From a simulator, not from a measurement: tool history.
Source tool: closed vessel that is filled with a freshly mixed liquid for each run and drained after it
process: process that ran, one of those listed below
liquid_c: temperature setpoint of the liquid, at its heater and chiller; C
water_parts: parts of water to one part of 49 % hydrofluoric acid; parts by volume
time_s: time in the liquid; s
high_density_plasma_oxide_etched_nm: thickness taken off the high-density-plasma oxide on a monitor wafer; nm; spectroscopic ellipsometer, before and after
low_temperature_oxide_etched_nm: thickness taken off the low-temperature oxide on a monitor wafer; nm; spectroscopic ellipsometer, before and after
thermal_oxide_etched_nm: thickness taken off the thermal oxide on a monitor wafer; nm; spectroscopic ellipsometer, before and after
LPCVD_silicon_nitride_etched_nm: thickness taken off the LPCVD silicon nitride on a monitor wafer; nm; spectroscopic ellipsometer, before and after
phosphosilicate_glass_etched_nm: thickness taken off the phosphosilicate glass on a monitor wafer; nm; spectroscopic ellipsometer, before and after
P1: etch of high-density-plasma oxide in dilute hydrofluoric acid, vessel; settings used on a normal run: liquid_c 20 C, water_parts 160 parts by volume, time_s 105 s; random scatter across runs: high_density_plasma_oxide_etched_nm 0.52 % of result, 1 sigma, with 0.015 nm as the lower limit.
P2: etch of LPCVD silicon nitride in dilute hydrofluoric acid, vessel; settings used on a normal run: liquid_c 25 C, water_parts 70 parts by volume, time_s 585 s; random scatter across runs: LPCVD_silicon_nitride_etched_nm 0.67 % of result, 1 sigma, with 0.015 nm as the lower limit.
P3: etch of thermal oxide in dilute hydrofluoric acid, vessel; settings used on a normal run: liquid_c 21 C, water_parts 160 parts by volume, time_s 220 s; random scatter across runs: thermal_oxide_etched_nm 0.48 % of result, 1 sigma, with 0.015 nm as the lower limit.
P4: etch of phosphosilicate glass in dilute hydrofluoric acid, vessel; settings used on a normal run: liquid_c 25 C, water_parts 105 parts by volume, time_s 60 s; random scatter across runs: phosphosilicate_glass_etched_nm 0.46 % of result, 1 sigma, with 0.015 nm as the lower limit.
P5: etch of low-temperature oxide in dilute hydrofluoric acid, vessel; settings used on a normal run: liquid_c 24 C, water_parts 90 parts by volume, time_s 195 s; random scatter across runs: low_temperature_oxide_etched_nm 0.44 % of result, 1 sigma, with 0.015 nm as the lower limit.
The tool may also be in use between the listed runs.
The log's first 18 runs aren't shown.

run,hour,process,liquid_c,water_parts,time_s,hours since the thermometer was replaced,hours since the hydrofluoric acid flow meter was replaced,high_density_plasma_oxide_etched_nm,low_temperature_oxide_etched_nm,thermal_oxide_etched_nm,LPCVD_silicon_nitride_etched_nm,phosphosilicate_glass_etched_nm
19,73.2,P1,20,160,105,655.9,888.2,4.1411,,,,
20,76.5,P1,20,35,105,659.2,891.5,21.687,,,,
21,79.5,P3,21,235,220,662.2,894.5,,,3.4362,,
22,82.6,P1,25,160,105,665.3,897.6,4.9804,,,,
23,87,P1,20,160,105,669.7,902,4.0785,,,,
24,90.3,P5,24,90,370,673,905.3,,73.022,,,
# hour 94.2: hydrofluoric acid flow meter replaced
25,94.5,P5,24,150,195,677.2,0.3,,21.386,,,
26,98.5,P1,17,160,105,681.2,4.3,3.6584,,,,
27,103.5,P2,25,70,585,686.2,9.3,,,,4.3345,
28,106.4,P2,29.5,70,585,689.1,12.2,,,,5.9316,

For run 29, what comes out?
29,109.4,P4,25,105,60,692.1,15.2,,,,,?

phosphosilicate_glass_etched_nm: 47.002 nm

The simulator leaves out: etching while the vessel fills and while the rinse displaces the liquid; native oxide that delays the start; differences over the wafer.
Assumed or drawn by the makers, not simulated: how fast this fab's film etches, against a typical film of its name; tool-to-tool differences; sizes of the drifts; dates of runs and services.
